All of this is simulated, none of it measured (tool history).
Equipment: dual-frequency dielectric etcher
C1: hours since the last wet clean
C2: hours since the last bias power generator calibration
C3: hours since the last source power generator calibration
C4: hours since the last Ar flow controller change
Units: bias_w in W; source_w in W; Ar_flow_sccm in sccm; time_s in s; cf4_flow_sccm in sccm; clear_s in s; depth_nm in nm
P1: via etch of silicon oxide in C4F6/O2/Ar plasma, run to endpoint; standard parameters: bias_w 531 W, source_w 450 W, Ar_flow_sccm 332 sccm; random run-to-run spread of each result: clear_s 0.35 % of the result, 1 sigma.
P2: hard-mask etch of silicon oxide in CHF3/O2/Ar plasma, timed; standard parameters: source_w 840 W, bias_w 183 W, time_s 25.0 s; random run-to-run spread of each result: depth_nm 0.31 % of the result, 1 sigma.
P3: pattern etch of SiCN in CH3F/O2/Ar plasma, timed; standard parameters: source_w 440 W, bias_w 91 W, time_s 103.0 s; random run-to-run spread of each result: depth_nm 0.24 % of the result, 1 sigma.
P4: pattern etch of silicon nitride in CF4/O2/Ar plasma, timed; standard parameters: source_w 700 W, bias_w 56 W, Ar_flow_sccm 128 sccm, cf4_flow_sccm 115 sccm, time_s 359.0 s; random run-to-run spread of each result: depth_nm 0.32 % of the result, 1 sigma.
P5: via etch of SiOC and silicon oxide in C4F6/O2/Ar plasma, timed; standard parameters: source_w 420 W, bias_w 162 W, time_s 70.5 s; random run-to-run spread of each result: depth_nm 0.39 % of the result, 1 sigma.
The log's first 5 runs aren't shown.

run 6 hour=56.8 | process=P4 bias_w=56 source_w=700 Ar_flow_sccm=170 time_s=359.0 cf4_flow_sccm=115 | C1=513.5 C2=1005.3 C3=830.8 C4=414.6 | depth_nm=924.340
run 7 hour=65.5 | process=P5 bias_w=162 source_w=340 time_s=70.5 | C1=522.2 C2=1014.0 C3=839.5 C4=423.3 | depth_nm=73.545
run 8 hour=77.3 | process=P4 bias_w=56 source_w=550 Ar_flow_sccm=128 time_s=359.0 cf4_flow_sccm=115 | C1=534.0 C2=1025.8 C3=851.3 C4=435.1 | depth_nm=775.410
run 9 hour=88.4 | process=P1 bias_w=531 source_w=300 Ar_flow_sccm=332 | C1=545.1 C2=1036.9 C3=862.4 C4=446.2 | clear_s=48.566
run 10 hour=95.6 | process=P1 bias_w=428 source_w=450 Ar_flow_sccm=332 | C1=552.3 C2=1044.1 C3=869.6 C4=453.4 | clear_s=45.406
run 11 hour=106.4 | process=P1 bias_w=531 source_w=450 Ar_flow_sccm=332 | C1=563.1 C2=1054.9 C3=880.4 C4=464.2 | clear_s=41.877
run 12 hour=114.4 | process=P1 bias_w=531 source_w=450 Ar_flow_sccm=224 | C1=571.1 C2=1062.9 C3=888.4 C4=472.2 | clear_s=40.174
run 13 hour=120.4 | process=P4 bias_w=75 source_w=700 Ar_flow_sccm=128 time_s=359.0 cf4_flow_sccm=115 | C1=577.1 C2=1068.9 C3=894.4 C4=478.2 | depth_nm=1075.400
run 14 hour=131.2 | process=P4 bias_w=56 source_w=700 Ar_flow_sccm=128 time_s=197.5 cf4_flow_sccm=115 | C1=587.9 C2=1079.7 C3=905.2 C4=489.0 | depth_nm=525.350
run 15 hour=137.6 | process=P3 bias_w=124 source_w=440 time_s=103.0 | C1=594.3 C2=1086.1 C3=911.6 C4=495.4 | depth_nm=50.653
run 16 hour=144.3 | process=P1 bias_w=531 source_w=450 Ar_flow_sccm=420 | C1=601.0 C2=1092.8 C3=918.3 C4=502.1 | clear_s=43.065
run 17 hour=155.3 | process=P1 bias_w=531 source_w=600 Ar_flow_sccm=332 | C1=612.0 C2=1103.8 C3=929.3 C4=513.1 | clear_s=37.721
run 18 hour=161.0 | process=P2 bias_w=183 source_w=1020 time_s=25.0 | C1=617.7 C2=1109.5 C3=935.0 C4=518.8 | depth_nm=61.140
run 19 hour=167.9 | process=P1 bias_w=531 source_w=450 Ar_flow_sccm=332 | C1=624.6 C2=1116.4 C3=941.9 C4=525.7 | clear_s=42.008
run 20 hour=175.1 | process=P3 bias_w=91 source_w=440 time_s=132.0 | C1=631.8 C2=1123.6 C3=949.1 C4=532.9 | depth_nm=57.591
run 21 hour=184.7 | process=P2 bias_w=183 source_w=840 time_s=34.0 | C1=641.4 C2=1133.2 C3=958.7 C4=542.5 | depth_nm=77.270
run 22 hour=191.1 | process=P5 bias_w=96 source_w=420 time_s=70.5 | C1=647.8 C2=1139.6 C3=965.1 C4=548.9 | depth_nm=68.393
run 23 hour=199.0 | process=P2 bias_w=183 source_w=840 time_s=25.0 | C1=655.7 C2=1147.5 C3=973.0 C4=556.8 | depth_nm=57.012
run 24 hour=204.9 | process=P3 bias_w=91 source_w=330 time_s=103.0 | C1=661.6 C2=1153.4 C3=978.9 C4=562.7 | depth_nm=40.398
run 25 hour=214.7 | process=P4 bias_w=56 source_w=700 Ar_flow_sccm=128 time_s=359.0 cf4_flow_sccm=115 | C1=671.4 C2=1163.2 C3=988.7 C4=572.5 | depth_nm=953.660

Predict the results of run 26:
run 26 hour=221.5 | process=P3 bias_w=91 source_w=440 time_s=103.0 | C1=678.2 C2=1170.0 C3=995.5 C4=579.3 | depth_nm=?

Run 26 yielded depth_nm 44.920 nm.

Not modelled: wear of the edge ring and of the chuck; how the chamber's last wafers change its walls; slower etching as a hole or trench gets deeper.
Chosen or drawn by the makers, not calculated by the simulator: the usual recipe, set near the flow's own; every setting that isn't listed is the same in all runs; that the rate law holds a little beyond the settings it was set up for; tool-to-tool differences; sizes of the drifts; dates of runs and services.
